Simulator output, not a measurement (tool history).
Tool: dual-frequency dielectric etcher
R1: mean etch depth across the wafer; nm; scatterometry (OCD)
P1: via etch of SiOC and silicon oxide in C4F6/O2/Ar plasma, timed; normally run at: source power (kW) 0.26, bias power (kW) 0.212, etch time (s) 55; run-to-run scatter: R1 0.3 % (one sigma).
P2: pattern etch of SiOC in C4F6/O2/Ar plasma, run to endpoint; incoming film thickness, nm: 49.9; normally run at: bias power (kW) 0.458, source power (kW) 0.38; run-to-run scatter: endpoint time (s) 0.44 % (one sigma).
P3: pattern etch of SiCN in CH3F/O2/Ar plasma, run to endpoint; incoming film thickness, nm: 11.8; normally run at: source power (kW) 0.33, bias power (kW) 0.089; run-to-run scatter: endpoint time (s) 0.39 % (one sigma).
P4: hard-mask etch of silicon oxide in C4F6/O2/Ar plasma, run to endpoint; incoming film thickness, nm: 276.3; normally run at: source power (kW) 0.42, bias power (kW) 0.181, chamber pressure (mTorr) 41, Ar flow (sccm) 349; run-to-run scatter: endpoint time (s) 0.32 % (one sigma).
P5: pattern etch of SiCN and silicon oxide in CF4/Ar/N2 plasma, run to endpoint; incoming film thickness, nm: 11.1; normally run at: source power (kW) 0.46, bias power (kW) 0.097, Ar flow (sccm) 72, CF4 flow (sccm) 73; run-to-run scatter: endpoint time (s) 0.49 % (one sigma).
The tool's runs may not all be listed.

Run 1, hour 8.8: process that ran P1, source power (kW) 0.26, bias power (kW) 0.212, etch time (s) 55. Result: R1 57.526 nm.
Run 2, hour 17: process that ran P5, source power (kW) 0.46, bias power (kW) 0.097, Ar flow (sccm) 72, CF4 flow (sccm) 73. Result: endpoint time (s) 10.832.
Run 3, hour 27.3: process that ran P5, source power (kW) 0.46, bias power (kW) 0.097, Ar flow (sccm) 72, CF4 flow (sccm) 44. Result: endpoint time (s) 11.58.
Run 4, hour 42.7: process that ran P2, source power (kW) 0.38, bias power (kW) 0.458. Result: endpoint time (s) 18.212.
Run 5, hour 55.7: process that ran P4, source power (kW) 0.42, bias power (kW) 0.247, Ar flow (sccm) 349, chamber pressure (mTorr) 41. Result: endpoint time (s) 79.827.
Run 6, hour 62.6: process that ran P1, source power (kW) 0.26, bias power (kW) 0.212, etch time (s) 55. Result: R1 57.556 nm.
Run 7, hour 76.8: process that ran P5, source power (kW) 0.46, bias power (kW) 0.126, Ar flow (sccm) 72, CF4 flow (sccm) 73. Result: endpoint time (s) 9.9426.
Run 8, hour 87: process that ran P5, source power (kW) 0.59, bias power (kW) 0.097, Ar flow (sccm) 72, CF4 flow (sccm) 73. Result: endpoint time (s) 8.8055.
Run 9, hour 96.3: process that ran P3, source power (kW) 0.33, bias power (kW) 0.089. Result: endpoint time (s) 30.788.
Run 10, hour 106.6: process that ran P1, source power (kW) 0.26, bias power (kW) 0.212, etch time (s) 55. Result: R1 57.653 nm.
Run 11, hour 119.6: process that ran P1, source power (kW) 0.26, bias power (kW) 0.262, etch time (s) 55. Result: R1 62.325 nm.
Run 12, hour 133.2: process that ran P4, source power (kW) 0.42, bias power (kW) 0.181, Ar flow (sccm) 349, chamber pressure (mTorr) 31.5. Result: endpoint time (s) 85.688.
Run 13, hour 147.4: process that ran P4, source power (kW) 0.5, bias power (kW) 0.181, Ar flow (sccm) 349, chamber pressure (mTorr) 41. Result: endpoint time (s) 82.881.
Run 14, hour 155.3: process that ran P1, source power (kW) 0.26, bias power (kW) 0.212, etch time (s) 55. Result: R1 57.521 nm.
Run 15, hour 170.8: process that ran P1, source power (kW) 0.26, bias power (kW) 0.157, etch time (s) 55. Result: R1 52.022 nm.
Run 16, hour 183.9: process that ran P1, source power (kW) 0.33, bias power (kW) 0.268, etch time (s) 55. Result: R1 68.09 nm.
Run 17, hour 192.2: process that ran P3, source power (kW) 0.33, bias power (kW) 0.11. Result: endpoint time (s) 28.409.
Run 18, hour 207.6: process that ran P5, source power (kW) 0.46, bias power (kW) 0.097, Ar flow (sccm) 72, CF4 flow (sccm) 73. Result: endpoint time (s) 10.882.
Run 19, hour 220.8: process that ran P1, source power (kW) 0.26, bias power (kW) 0.139, etch time (s) 34. Result: R1 31.048 nm.
Run 20, hour 233: process that ran P3, source power (kW) 0.44, bias power (kW) 0.089. Result: endpoint time (s) 27.798.
Run 21, hour 248.2: process that ran P2, source power (kW) 0.38, bias power (kW) 0.368. Result: endpoint time (s) 19.532.
Run 22, hour 261.2: process that ran P1, source power (kW) 0.34, bias power (kW) 0.212, etch time (s) 55. Result: R1 63.51 nm.
Run 23, hour 270.4: process that ran P4, source power (kW) 0.42, bias power (kW) 0.181, Ar flow (sccm) 349, chamber pressure (mTorr) 41. Result: endpoint time (s) 88.351.
Run 24, hour 282.9: process that ran P1, source power (kW) 0.26, bias power (kW) 0.212, etch time (s) 55. Result: R1 57.534 nm.
Run 25, hour 298.1: process that ran P4, source power (kW) 0.42, bias power (kW) 0.181, Ar flow (sccm) 251, chamber pressure (mTorr) 41. Result: endpoint time (s) 85.326.
Run 26, hour 309.6: process that ran P1, source power (kW) 0.26, bias power (kW) 0.212, etch time (s) 42. Result: R1 43.946 nm.
Run 27, hour 324.3: process that ran P1, source power (kW) 0.19, bias power (kW) 0.212, etch time (s) 55. Result: R1 51.068 nm.
At hour 334.8: source power generator calibrated.
Run 28, hour 338.9: process that ran P2, source power (kW) 0.5, bias power (kW) 0.458. Result: endpoint time (s) 16.405.
Run 29, hour 348.7: process that ran P1, source power (kW) 0.26, bias power (kW) 0.212, etch time (s) 82. Result: R1 85.71 nm.
Run 30, hour 356.4: process that ran P5, source power (kW) 0.46, bias power (kW) 0.097, Ar flow (sccm) 94, CF4 flow (sccm) 73. Result: endpoint time (s) 11.188.
Run 31, hour 366.2: process that ran P1, source power (kW) 0.26, bias power (kW) 0.157, etch time (s) 43. Result: R1 40.693 nm.
Run 32, hour 379.7: process that ran P3, source power (kW) 0.33, bias power (kW) 0.089. Result: endpoint time (s) 30.872.
Run 33, hour 389: process that ran P1, source power (kW) 0.26, bias power (kW) 0.212, etch time (s) 55. Result: R1 57.62 nm.
Run 34, hour 397.2: process that ran P1, source power (kW) 0.26, bias power (kW) 0.212, etch time (s) 55. Result: R1 57.465 nm.
Run 35, hour 406: process that ran P1, source power (kW) 0.26, bias power (kW) 0.212, etch time (s) 55. Result: R1 57.013 nm.
Run 36, hour 417.2: process that ran P1, source power (kW) 0.26, bias power (kW) 0.212, etch time (s) 55. Result: R1 56.843 nm.
Run 37, hour 430.9: process that ran P1, source power (kW) 0.26, bias power (kW) 0.212, etch time (s) 55. Result: R1 56.704 nm.
Run 38, hour 442: process that ran P1, source power (kW) 0.26, bias power (kW) 0.212, etch time (s) 55. Result: R1 56.666 nm.
Run 39, hour 451.4: process that ran P1, source power (kW) 0.26, bias power (kW) 0.212, etch time (s) 55. Result: R1 56.783 nm.
At hour 455.9: wet clean of the chamber.
Run 40, hour 459.1: process that ran P1, source power (kW) 0.26, bias power (kW) 0.212, etch time (s) 55. Result: R1 56.616 nm.
Run 41, hour 470.6: process that ran P1, source power (kW) 0.26, bias power (kW) 0.212, etch time (s) 55. Result: R1 56.488 nm.
Run 42, hour 480.5: process that ran P1, source power (kW) 0.26, bias power (kW) 0.212, etch time (s) 55. Result: R1 56.605 nm.
Run 43, hour 494.5: process that ran P1, source power (kW) 0.26, bias power (kW) 0.212, etch time (s) 55. Result: R1 56.522 nm.
Run 44, hour 507.5: process that ran P1, source power (kW) 0.26, bias power (kW) 0.212, etch time (s) 55. Result: R1 56.468 nm.

What P1 gives has crept away from where it was. These 2 causes fit the log equally well, each at the size given:
A: bias power that arrives under what is set, % = 4.66
B: source power that arrives under what is set, % = 4.19
The creep began at about hour 389.
Why every other cause is out:
chamber walls in a state that lowers the etch rate, %: serviced at hour 455.9, which brought nothing back

4 check runs are offered, each on 3 wafers whose results are averaged, their results left as question marks. Which one tells the causes apart?
Run check 1, hour 520.5: process that ran P2, source power (kW) 0.38, bias power (kW) 0.458. Result: endpoint time (s) ?.
Run check 2, hour 520.5: process that ran P5, source power (kW) 0.46, bias power (kW) 0.097, Ar flow (sccm) 72, CF4 flow (sccm) 73. Result: endpoint time (s) ?.
Run check 3, hour 520.5: process that ran P3, source power (kW) 0.33, bias power (kW) 0.089. Result: endpoint time (s) ?.
Run check 4, hour 520.5: process that ran P4, source power (kW) 0.42, bias power (kW) 0.181, Ar flow (sccm) 349, chamber pressure (mTorr) 41. Result: endpoint time (s) ?.

What each check would give under each cause:
  check             result    if A    if B
check 1  endpoint time (s)  18.457  18.425
check 2  endpoint time (s)  11.047  11.288
check 3  endpoint time (s)  31.433  31.373
check 4  endpoint time (s)  89.807  89.962
How far apart the two closest causes lie, in the result that separates them most: check 1 0.17 %; check 2 2.15 %; check 3 0.19 %; check 4 0.17 %
Check 2 tells the causes apart: in the others they would give nearly the same result.

Then check 2 was run and gave: endpoint time (s) 11.05. Which cause is it?

It is A: bias power that arrives under what is set, %.
